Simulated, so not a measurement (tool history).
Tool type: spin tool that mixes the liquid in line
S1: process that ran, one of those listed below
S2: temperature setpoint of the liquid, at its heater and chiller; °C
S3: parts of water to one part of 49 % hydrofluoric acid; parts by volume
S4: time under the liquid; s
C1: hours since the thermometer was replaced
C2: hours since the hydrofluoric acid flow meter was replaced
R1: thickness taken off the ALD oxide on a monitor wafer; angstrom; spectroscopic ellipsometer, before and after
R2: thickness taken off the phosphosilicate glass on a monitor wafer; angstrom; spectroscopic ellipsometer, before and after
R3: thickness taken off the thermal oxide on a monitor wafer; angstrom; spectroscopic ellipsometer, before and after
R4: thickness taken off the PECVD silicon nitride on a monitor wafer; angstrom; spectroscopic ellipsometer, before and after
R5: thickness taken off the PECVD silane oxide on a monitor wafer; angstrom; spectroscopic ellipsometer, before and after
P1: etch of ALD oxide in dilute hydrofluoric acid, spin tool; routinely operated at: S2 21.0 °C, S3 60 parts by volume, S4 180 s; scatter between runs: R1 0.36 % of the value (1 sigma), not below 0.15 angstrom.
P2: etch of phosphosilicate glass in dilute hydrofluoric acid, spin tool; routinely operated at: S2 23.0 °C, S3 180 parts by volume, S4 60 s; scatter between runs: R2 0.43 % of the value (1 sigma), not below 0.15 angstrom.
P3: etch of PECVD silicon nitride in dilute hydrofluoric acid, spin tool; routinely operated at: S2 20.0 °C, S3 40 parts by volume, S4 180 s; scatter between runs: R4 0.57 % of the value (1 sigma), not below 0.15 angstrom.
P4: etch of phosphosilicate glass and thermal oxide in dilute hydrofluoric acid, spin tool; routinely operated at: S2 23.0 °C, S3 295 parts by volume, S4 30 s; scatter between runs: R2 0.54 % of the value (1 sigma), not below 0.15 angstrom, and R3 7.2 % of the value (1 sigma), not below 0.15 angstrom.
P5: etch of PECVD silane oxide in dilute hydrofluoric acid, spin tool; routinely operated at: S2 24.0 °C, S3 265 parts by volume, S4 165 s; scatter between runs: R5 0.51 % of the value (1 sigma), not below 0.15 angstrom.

{"run": 1, "hour": 14.9, "S1": "P1", "S2": 21.0, "S3": 60, "S4": 180, "C1": 680.1, "C2": 795.1, "R1": 349.89}
{"run": 2, "hour": 25.9, "S1": "P4", "S2": 23.0, "S3": 295, "S4": 30, "C1": 691.1, "C2": 806.1, "R2": 156.34, "R3": 3.7161}
{"run": 3, "hour": 43.3, "S1": "P3", "S2": 27.5, "S3": 40, "S4": 180, "C1": 708.5, "C2": 823.5, "R4": 315.22}
{"run": 4, "hour": 54.1, "S1": "P1", "S2": 21.0, "S3": 60, "S4": 180, "C1": 719.3, "C2": 834.3, "R1": 350.81}
{"run": 5, "hour": 69.2, "S1": "P4", "S2": 23.0, "S3": 295, "S4": 30, "C1": 734.4, "C2": 849.4, "R2": 157.01, "R3": 3.8652}
{"run": 6, "hour": 83.6, "S1": "P5", "S2": 24.0, "S3": 265, "S4": 165, "C1": 748.8, "C2": 863.8, "R5": 83.817}
{"run": 7, "hour": 99.9, "S1": "P1", "S2": 21.0, "S3": 60, "S4": 20, "C1": 765.1, "C2": 880.1, "R1": 38.842}
{"run": 8, "hour": 115.3, "S1": "P3", "S2": 20.0, "S3": 70, "S4": 180, "C1": 780.5, "C2": 895.5, "R4": 109.13}
{"run": 9, "hour": 127.6, "S1": "P1", "S2": 28.0, "S3": 80, "S4": 180, "C1": 792.8, "C2": 907.8, "R1": 336.86}
{"run": 10, "hour": 139.1, "S1": "P2", "S2": 23.0, "S3": 180, "S4": 15, "C1": 804.3, "C2": 919.3, "R2": 88.93}
{"hour": 149.8, "done": "hydrofluoric acid flow meter replaced"}
{"run": 11, "hour": 150.9, "S1": "P2", "S2": 23.0, "S3": 180, "S4": 60, "C1": 816.1, "C2": 1.1, "R2": 357.13}
{"run": 12, "hour": 168.5, "S1": "P1", "S2": 21.0, "S3": 60, "S4": 180, "C1": 833.7, "C2": 18.7, "R1": 349.13}
{"run": 13, "hour": 180.6, "S1": "P4", "S2": 23.0, "S3": 295, "S4": 15, "C1": 845.8, "C2": 30.8, "R2": 78.957, "R3": 1.779}
{"run": 14, "hour": 190.8, "S1": "P2", "S2": 30.5, "S3": 180, "S4": 60, "C1": 856.0, "C2": 41.0, "R2": 471.84}
{"run": 15, "hour": 208.3, "S1": "P1", "S2": 21.0, "S3": 60, "S4": 180, "C1": 873.5, "C2": 58.5, "R1": 347.68}
{"run": 16, "hour": 225.6, "S1": "P2", "S2": 23.0, "S3": 35, "S4": 60, "C1": 890.8, "C2": 75.8, "R2": 2169.0}
{"run": 17, "hour": 233.6, "S1": "P5", "S2": 30.5, "S3": 265, "S4": 165, "C1": 898.8, "C2": 83.8, "R5": 104.12}
{"run": 18, "hour": 250.7, "S1": "P3", "S2": 20.0, "S3": 40, "S4": 180, "C1": 915.9, "C2": 100.9, "R4": 188.1}
{"run": 19, "hour": 260.7, "S1": "P1", "S2": 17.0, "S3": 60, "S4": 180, "C1": 925.9, "C2": 110.9, "R1": 293.85}
{"run": 20, "hour": 278.2, "S1": "P1", "S2": 21.0, "S3": 35, "S4": 180, "C1": 943.4, "C2": 128.4, "R1": 615.75}
{"run": 21, "hour": 296.2, "S1": "P5", "S2": 24.0, "S3": 50, "S4": 165, "C1": 961.4, "C2": 146.4, "R5": 569.22}
{"run": 22, "hour": 305.1, "S1": "P1", "S2": 28.5, "S3": 60, "S4": 180, "C1": 970.3, "C2": 155.3, "R1": 474.58}
{"run": 23, "hour": 315.5, "S1": "P3", "S2": 20.0, "S3": 40, "S4": 340, "C1": 980.7, "C2": 165.7, "R4": 354.36}
{"run": 24, "hour": 323.8, "S1": "P1", "S2": 21.0, "S3": 60, "S4": 280, "C1": 989.0, "C2": 174.0, "R1": 544.55}
{"run": 25, "hour": 334.2, "S1": "P4", "S2": 23.0, "S3": 70, "S4": 30, "C1": 999.4, "C2": 184.4, "R2": 844.75, "R3": 18.499}
{"run": 26, "hour": 348.1, "S1": "P1", "S2": 21.0, "S3": 90, "S4": 180, "C1": 1013.3, "C2": 198.3, "R1": 225.28}
{"run": 27, "hour": 362.1, "S1": "P3", "S2": 20.0, "S3": 40, "S4": 180, "C1": 1027.3, "C2": 212.3, "R4": 189.06}
{"run": 28, "hour": 375.4, "S1": "P4", "S2": 17.0, "S3": 295, "S4": 30, "C1": 1040.6, "C2": 225.6, "R2": 126.45, "R3": 2.9651}
{"run": 29, "hour": 389.3, "S1": "P5", "S2": 24.0, "S3": 265, "S4": 285, "C1": 1054.5, "C2": 239.5, "R5": 144.47}
{"run": 30, "hour": 404.6, "S1": "P1", "S2": 21.0, "S3": 60, "S4": 180, "C1": 1069.8, "C2": 254.8, "R1": 349.51}
{"run": 31, "hour": 417.2, "S1": "P1", "S2": 21.0, "S3": 60, "S4": 180, "C1": 1082.4, "C2": 267.4, "R1": 357.42}
{"run": 32, "hour": 434.9, "S1": "P1", "S2": 21.0, "S3": 60, "S4": 180, "C1": 1100.1, "C2": 285.1, "R1": 361.88}
{"run": 33, "hour": 446.2, "S1": "P1", "S2": 21.0, "S3": 60, "S4": 180, "C1": 1111.4, "C2": 296.4, "R1": 367.78}
{"run": 34, "hour": 456.4, "S1": "P1", "S2": 21.0, "S3": 60, "S4": 180, "C1": 1121.6, "C2": 306.6, "R1": 365.25}
{"run": 35, "hour": 469.0, "S1": "P1", "S2": 21.0, "S3": 60, "S4": 180, "C1": 1134.2, "C2": 319.2, "R1": 367.92}
{"run": 36, "hour": 482.4, "S1": "P1", "S2": 21.0, "S3": 60, "S4": 180, "C1": 1147.6, "C2": 332.6, "R1": 371.83}
{"run": 37, "hour": 495.1, "S1": "P1", "S2": 21.0, "S3": 60, "S4": 180, "C1": 1160.3, "C2": 345.3, "R1": 368.22}
{"run": 38, "hour": 509.7, "S1": "P1", "S2": 21.0, "S3": 60, "S4": 180, "C1": 1174.9, "C2": 359.9, "R1": 372.22}
{"run": 39, "hour": 518.8, "S1": "P1", "S2": 21.0, "S3": 60, "S4": 180, "C1": 1184.0, "C2": 369.0, "R1": 372.48}
{"run": 40, "hour": 527.4, "S1": "P1", "S2": 21.0, "S3": 60, "S4": 180, "C1": 1192.6, "C2": 377.6, "R1": 371.12}

The output of P1 has drifted from where it used to be. Each of the 2 causes below, taken at the size shown beside it, accounts for the log equally well:
A: liquid hotter than its thermometer reads (K) = 1.45
B: hydrofluoric acid flow above the setpoint (%) = 5.76
The process output started creeping at around hour 404.6.

Each of the 4 check runs below uses one wafer; its results are left as question marks. Which run tells the causes apart?
{"run": "check 1", "hour": 536.0, "S1": "P3", "S2": 27.0, "S3": 40, "S4": 180, "R4": "?"}
{"run": "check 2", "hour": 536.0, "S1": "P4", "S2": 23.0, "S3": 105, "S4": 30, "R2": "?", "R3": "?"}
{"run": "check 3", "hour": 536.0, "S1": "P2", "S2": 23.0, "S3": 55, "S4": 60, "R2": "?"}
{"run": "check 4", "hour": 536.0, "S1": "P5", "S2": 27.0, "S3": 70, "S4": 165, "R5": "?"}

Check results expected under each cause:
check=check_1 result=R4 if_A=333.78 if_B=320.42
check=check_2 result=R2 if_A=572.350 if_B=575.490
check=check_2 result=R3 if_A=13.6660 if_B=13.7410
check=check_3 result=R2 if_A=1434.900 if_B=1435.400
check=check_4 result=R5 if_A=470.290 if_B=472.330
How far apart the two closest causes lie, in the result that separates them most: check 1 4.08 %; check 2 0.55 %; check 3 0.04 %; check 4 0.43 %
Check 1 tells the causes apart: in the others they would give nearly the same result.

The results of check 1 are: R4 332.32 angstrom. Based on these, which of the listed causes is it?

It is A: liquid hotter than its thermometer reads (K).
